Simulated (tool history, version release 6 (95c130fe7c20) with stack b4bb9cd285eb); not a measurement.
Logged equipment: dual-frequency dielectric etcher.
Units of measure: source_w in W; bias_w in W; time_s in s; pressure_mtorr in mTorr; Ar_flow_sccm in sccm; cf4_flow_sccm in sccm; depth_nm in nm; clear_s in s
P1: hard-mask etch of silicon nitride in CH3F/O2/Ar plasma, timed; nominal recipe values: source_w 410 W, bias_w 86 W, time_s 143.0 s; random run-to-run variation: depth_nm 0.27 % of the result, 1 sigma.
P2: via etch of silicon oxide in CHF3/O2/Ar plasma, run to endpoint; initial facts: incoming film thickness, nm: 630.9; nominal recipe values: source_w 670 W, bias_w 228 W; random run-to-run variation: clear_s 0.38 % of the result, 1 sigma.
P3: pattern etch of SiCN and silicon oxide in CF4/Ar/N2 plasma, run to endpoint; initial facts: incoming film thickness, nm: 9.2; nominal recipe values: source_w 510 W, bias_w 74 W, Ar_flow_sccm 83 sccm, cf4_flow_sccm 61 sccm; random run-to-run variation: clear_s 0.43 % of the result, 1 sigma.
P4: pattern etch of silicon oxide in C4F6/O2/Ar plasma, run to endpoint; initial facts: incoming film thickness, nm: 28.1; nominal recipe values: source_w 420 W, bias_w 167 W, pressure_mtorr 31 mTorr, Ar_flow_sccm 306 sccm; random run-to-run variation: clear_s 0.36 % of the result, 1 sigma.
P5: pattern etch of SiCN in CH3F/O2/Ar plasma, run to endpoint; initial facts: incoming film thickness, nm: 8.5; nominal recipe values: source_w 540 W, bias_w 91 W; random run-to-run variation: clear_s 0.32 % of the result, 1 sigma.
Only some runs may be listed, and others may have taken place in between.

run	hour	process	source_w	bias_w	time_s	pressure_mtorr	Ar_flow_sccm	cf4_flow_sccm	hours since the last wet clean	hours since the last source power generator calibration	hours since the last bias power generator calibration	depth_nm	clear_s
1	8.3	P1	410	86	143.0				412.1	3473.6	3349.2	107.840	
2	21.9	P4	420	167		31	306		425.7	3487.2	3362.8		9.0000
3	33.0	P3	510	91			83	61	436.8	3498.3	3373.9		8.9365
4	41.8	P5	540	121					445.6	3507.1	3382.7		16.6010
# hour 51.7: wet clean of the chamber
5	55.8	P1	580	86	143.0				4.1	3521.1	3396.7	123.220	
6	67.1	P1	410	86	143.0				15.4	3532.4	3408.0	108.810	
7	76.9	P3	510	74			83	42	25.2	3542.2	3417.8		10.2060
8	84.4	P2	670	228					32.7	3549.7	3425.3		286.0400
9	95.4	P4	300	167		31	306		43.7	3560.7	3436.3		10.2370
10	102.4	P3	510	74			64	61	50.7	3567.7	3443.3		9.2836
11	110.3	P3	390	74			83	61	58.6	3575.6	3451.2		12.1930
12	122.3	P1	410	57	143.0				70.6	3587.6	3463.2	93.714	
13	135.3	P2	840	228					83.6	3600.6	3476.2		260.7800
14	144.8	P4	420	167		31	374		93.1	3610.1	3485.7		9.1590
15	159.0	P4	420	226		31	306		107.3	3624.3	3499.9		8.1449
16	172.6	P1	410	86	143.0				120.9	3637.9	3513.5	107.980	
17	184.7	P4	420	167		39	306		133.0	3650.0	3525.6		9.2381
18	196.7	P2	670	134					145.0	3662.0	3537.6		339.3500
19	206.3	P1	410	86	143.0				154.6	3671.6	3547.2	108.320	
20	216.6	P1	280	86	143.0				164.9	3681.9	3557.5	93.998	
21	227.5	P3	510	74			83	61	175.8	3692.8	3568.4		9.5731
22	234.7	P1	410	115	143.0				183.0	3700.0	3575.6	120.390	
23	243.7	P1	320	113	143.0				192.0	3709.0	3584.6	109.510	
24	257.0	P2	670	228					205.3	3722.3	3597.9		283.9000
25	265.6	P1	410	86	78.5				213.9	3730.9	3606.5	59.392	
26	273.1	P5	540	91					221.4	3738.4	3614.0		18.4870
27	286.7	P1	410	86	181.5				235.0	3752.0	3627.6	136.780	
28	298.0	P5	650	91					246.3	3763.3	3638.9		17.2740
29	307.9	P1	410	86	143.0				256.2	3773.2	3648.8	107.970	
30	315.9	P1	410	86	143.0				264.2	3781.2	3656.8	107.680	
31	328.8	P1	410	86	143.0				277.1	3794.1	3669.7	107.410	
32	339.6	P1	410	86	143.0				287.9	3804.9	3680.5	106.960	
33	348.3	P1	410	86	143.0				296.6	3813.6	3689.2	106.310	
# hour 350.8: wet clean of the chamber
34	355.2	P1	410	86	143.0				4.5	3820.5	3696.1	106.590	
35	363.8	P1	410	86	143.0				13.1	3829.1	3704.7	106.640	
36	369.9	P1	410	86	143.0				19.2	3835.2	3710.8	105.990	
37	380.0	P1	410	86	143.0				29.3	3845.3	3720.9	106.300	
38	386.4	P1	410	86	143.0				35.7	3851.7	3727.3	106.170	
39	399.0	P1	410	86	143.0				48.3	3864.3	3739.9	106.320	
40	410.8	P1	410	86	143.0				60.1	3876.1	3751.7	105.910	

Compared with where it was, what P1 gives has crept away. Each cause listed below fits the log as well as the rest, at the size given for it:
A: bias power that arrives under what is set, % = 4.79
B: source power that arrives under what is set, % = 4.53
The drift started at roughly hour 315.9.
Ruled out, with reasons:
chamber walls in a state that lowers the etch rate, %: its service at hour 350.8 followed the start of the drift and did not put the process back to its old value

Consider the 4 check runs below, whose results appear as question marks and each of which averages 2 wafers. Which one distinguishes the causes, in that each cause would give it a clearly different result?
check 1	422.6	P2	670	228									?
check 2	422.6	P5	540	91									?
check 3	422.6	P4	420	167		31	306						?
check 4	422.6	P3	510	74			83	61					?

What each check would give under each cause:
check	result	if A	if B
check 1	clear_s	289.5200	289.6500
check 2	clear_s	18.8320	18.8230
check 3	clear_s	9.1075	9.1352
check 4	clear_s	9.7739	10.0180
How far apart the two closest causes lie, in the result that separates them most: check 1 0.05 %; check 2 0.05 %; check 3 0.3 %; check 4 2.47 %
Check 4 distinguishes between the causes, while the remaining checks would return nearly the same result for all of them.

Check 4 has now been run. It gave: clear_s 9.8076 s. Which of the candidate causes is it?

A is the cause: bias power that arrives under what is set, %.

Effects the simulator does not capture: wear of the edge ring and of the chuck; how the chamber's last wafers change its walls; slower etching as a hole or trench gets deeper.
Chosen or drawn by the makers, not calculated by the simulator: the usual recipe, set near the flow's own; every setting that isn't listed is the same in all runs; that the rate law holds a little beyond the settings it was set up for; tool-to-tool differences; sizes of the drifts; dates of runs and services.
